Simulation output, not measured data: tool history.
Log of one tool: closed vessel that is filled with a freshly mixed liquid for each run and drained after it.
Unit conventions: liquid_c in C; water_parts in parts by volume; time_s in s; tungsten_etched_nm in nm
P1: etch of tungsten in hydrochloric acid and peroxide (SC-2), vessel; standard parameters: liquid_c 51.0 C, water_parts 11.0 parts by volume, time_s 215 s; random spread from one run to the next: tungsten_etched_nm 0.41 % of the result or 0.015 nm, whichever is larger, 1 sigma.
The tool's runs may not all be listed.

| run | hour | liquid_c | water_parts | time_s | hours since the thermometer was replaced | hours since the chemicals flow meter was replaced | hours since the drum of peroxide was connected | tungsten_etched_nm |
|---|---|---|---|---|---|---|---|---|
| 1 | 4.2 | 51.0 | 11.0 | 215 | 318.3 | 303.3 | 470.0 | 52.355 |
| 2 | 6.7 | 65.5 | 11.0 | 415 | 320.8 | 305.8 | 472.5 | 255.600 |
| 3 | 10.2 | 64.0 | 11.0 | 215 | 324.3 | 309.3 | 476.0 | 120.420 |
| 4 | 13.4 | 51.0 | 4.0 | 215 | 327.5 | 312.5 | 479.2 | 113.530 |
| 5 | 16.9 | 51.0 | 11.0 | 215 | 331.0 | 316.0 | 482.7 | 52.519 |
| 6 | 20.1 | 51.0 | 11.0 | 390 | 334.2 | 319.2 | 485.9 | 95.066 |
| 7 | 22.9 | 51.0 | 11.0 | 215 | 337.0 | 322.0 | 488.7 | 52.794 |
| 8 | 25.5 | 51.0 | 11.0 | 215 | 339.6 | 324.6 | 491.3 | 52.757 |
| 9 | 28.2 | 51.0 | 20.0 | 215 | 342.3 | 327.3 | 494.0 | 31.229 |
| 10 | 31.6 | 51.0 | 11.0 | 215 | 345.7 | 330.7 | 497.4 | 52.674 |
| 11 | 34.5 | 58.0 | 5.5 | 215 | 348.6 | 333.6 | 500.3 | 145.500 |
| 12 | 38.1 | 51.0 | 11.0 | 215 | 352.2 | 337.2 | 503.9 | 52.802 |
| 13 | 42.0 | 36.5 | 11.0 | 215 | 356.1 | 341.1 | 507.8 | 19.390 |
| 14 | 44.1 | 51.0 | 11.0 | 100 | 358.2 | 343.2 | 509.9 | 24.453 |
| 15 | 47.3 | 51.0 | 11.0 | 215 | 361.4 | 346.4 | 513.1 | 52.986 |
| 16 | 50.8 | 51.0 | 11.0 | 215 | 364.9 | 349.9 | 516.6 | 54.375 |
| 17 | 54.1 | 51.0 | 11.0 | 215 | 368.2 | 353.2 | 519.9 | 55.374 |
| 18 | 56.1 | 51.0 | 11.0 | 215 | 370.2 | 355.2 | 521.9 | 55.940 |
| 19 | 60.4 | 51.0 | 11.0 | 215 | 374.5 | 359.5 | 526.2 | 56.297 |
| 20 | 64.4 | 51.0 | 11.0 | 215 | 378.5 | 363.5 | 530.2 | 56.471 |
| 21 | 68.1 | 51.0 | 11.0 | 215 | 382.2 | 367.2 | 533.9 | 57.187 |
| 22 | 71.4 | 51.0 | 11.0 | 215 | 385.5 | 370.5 | 537.2 | 57.349 |
| 23 | 75.3 | 51.0 | 11.0 | 215 | 389.4 | 374.4 | 541.1 | 57.648 |

P1 has crept away from where it was. The log is fitted equally well by each of these 2 causes, at the sizes shown:
A: liquid hotter than its thermometer reads (K) = 1.2
B: chemicals flow above the setpoint (%) = 9.86
The drift started at roughly hour 47.3.
Each remaining cause and why it is not a fit:
peroxide weaker than its label (%): limited to 8, which would change tungsten_etched_nm by -7.4 %, either short of the creep or opposite in sign

Which of the check runs below tells the causes apart, meaning the causes would give it clearly different results? Each run uses 2 wafers whose results are averaged, and each result is shown as a question mark.
| check 1 | 79.2 | 40.5 | 4.0 | 215 |  |  |  | ? |
| check 2 | 79.2 | 51.0 | 19.5 | 310 |  |  |  | ? |
| check 3 | 79.2 | 59.0 | 11.0 | 215 |  |  |  | ? |
| check 4 | 79.2 | 40.5 | 17.5 | 215 |  |  |  | ? |

What each check would give under each cause:
| check | result | if A | if B |
|---|---|---|---|
| check 1 | tungsten_etched_nm | 60.593 | 59.221 |
| check 2 | tungsten_etched_nm | 49.776 | 50.059 |
| check 3 | tungsten_etched_nm | 95.420 | 95.754 |
| check 4 | tungsten_etched_nm | 18.644 | 18.633 |
Separation of the two closest causes in each check, using whichever result separates them best: check 1 2.29 %; check 2 0.57 %; check 3 0.35 %; check 4 0.06 %
Only in check 1 would the causes give clearly different results; in the remaining checks their results would be nearly the same.

Here is what check 1 returned: tungsten_etched_nm 59.341 nm. Which cause is it?

B is the cause: chemicals flow above the setpoint (%).

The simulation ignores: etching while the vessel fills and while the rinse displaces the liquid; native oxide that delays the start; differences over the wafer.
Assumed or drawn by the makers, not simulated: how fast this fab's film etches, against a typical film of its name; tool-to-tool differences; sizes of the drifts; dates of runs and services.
